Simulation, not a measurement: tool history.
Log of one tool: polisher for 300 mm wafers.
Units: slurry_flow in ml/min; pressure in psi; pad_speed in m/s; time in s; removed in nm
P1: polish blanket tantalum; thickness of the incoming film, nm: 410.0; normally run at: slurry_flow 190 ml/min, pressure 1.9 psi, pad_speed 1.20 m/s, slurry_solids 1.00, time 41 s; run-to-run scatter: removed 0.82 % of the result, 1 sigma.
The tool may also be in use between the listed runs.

Run 1, hour 4.0: slurry_flow 190 ml/min, pressure 1.9 psi, pad_speed 1.20 m/s, slurry_solids 1.00, time 41 s. Result: removed 93.962 nm.
Run 2, hour 8.1: slurry_flow 190 ml/min, pressure 0.9 psi, pad_speed 1.20 m/s, slurry_solids 1.00, time 41 s. Result: removed 44.218 nm.
Run 3, hour 14.1: slurry_flow 190 ml/min, pressure 1.9 psi, pad_speed 1.20 m/s, slurry_solids 1.00, time 41 s. Result: removed 92.265 nm.
Run 4, hour 19.8: slurry_flow 190 ml/min, pressure 1.9 psi, pad_speed 1.20 m/s, slurry_solids 1.00, time 18 s. Result: removed 40.769 nm.
Run 5, hour 25.2: slurry_flow 190 ml/min, pressure 1.9 psi, pad_speed 1.20 m/s, slurry_solids 1.25, time 41 s. Result: removed 98.280 nm.
Run 6, hour 31.9: slurry_flow 190 ml/min, pressure 2.7 psi, pad_speed 1.20 m/s, slurry_solids 1.00, time 41 s. Result: removed 131.620 nm.
Run 7, hour 37.5: slurry_flow 190 ml/min, pressure 1.9 psi, pad_speed 1.20 m/s, slurry_solids 1.00, time 56 s. Result: removed 125.300 nm.
Run 8, hour 44.7: slurry_flow 190 ml/min, pressure 2.8 psi, pad_speed 1.20 m/s, slurry_solids 1.00, time 59 s. Result: removed 196.580 nm.
Run 9, hour 52.7: slurry_flow 190 ml/min, pressure 1.9 psi, pad_speed 0.62 m/s, slurry_solids 1.00, time 41 s. Result: removed 47.341 nm.
At hour 54.5: head pressure recalibrated.
Run 10, hour 61.0: slurry_flow 190 ml/min, pressure 1.9 psi, pad_speed 1.20 m/s, slurry_solids 1.00, time 41 s. Result: removed 90.734 nm.
Run 11, hour 67.1: slurry_flow 190 ml/min, pressure 1.9 psi, pad_speed 1.90 m/s, slurry_solids 1.00, time 41 s. Result: removed 145.770 nm.
Run 12, hour 73.1: slurry_flow 190 ml/min, pressure 1.9 psi, pad_speed 1.20 m/s, slurry_solids 1.00, time 41 s. Result: removed 93.039 nm.
Run 13, hour 81.7: slurry_flow 190 ml/min, pressure 1.9 psi, pad_speed 0.66 m/s, slurry_solids 1.00, time 56 s. Result: removed 69.173 nm.
Run 14, hour 90.1: slurry_flow 190 ml/min, pressure 1.9 psi, pad_speed 1.20 m/s, slurry_solids 1.00, time 41 s. Result: removed 91.531 nm.
Run 15, hour 96.2: slurry_flow 190 ml/min, pressure 1.9 psi, pad_speed 1.20 m/s, slurry_solids 1.00, time 41 s. Result: removed 91.892 nm.
Run 16, hour 104.8: slurry_flow 290 ml/min, pressure 1.9 psi, pad_speed 1.20 m/s, slurry_solids 1.00, time 41 s. Result: removed 96.989 nm.
Run 17, hour 110.6: slurry_flow 190 ml/min, pressure 1.9 psi, pad_speed 1.20 m/s, slurry_solids 0.50, time 41 s. Result: removed 71.737 nm.
Run 18, hour 118.7: slurry_flow 115 ml/min, pressure 1.9 psi, pad_speed 1.20 m/s, slurry_solids 1.00, time 41 s. Result: removed 84.373 nm.
Run 19, hour 125.6: slurry_flow 190 ml/min, pressure 1.9 psi, pad_speed 1.20 m/s, slurry_solids 1.00, time 41 s. Result: removed 92.026 nm.
Run 20, hour 130.3: slurry_flow 190 ml/min, pressure 1.9 psi, pad_speed 1.20 m/s, slurry_solids 1.00, time 41 s. Result: removed 89.158 nm.

Forecast run 21:
Run 21, hour 135.6: slurry_flow 190 ml/min, pressure 1.9 psi, pad_speed 1.20 m/s, slurry_solids 1.00, time 41 s. Result: removed ?.

removed: 88.158 nm

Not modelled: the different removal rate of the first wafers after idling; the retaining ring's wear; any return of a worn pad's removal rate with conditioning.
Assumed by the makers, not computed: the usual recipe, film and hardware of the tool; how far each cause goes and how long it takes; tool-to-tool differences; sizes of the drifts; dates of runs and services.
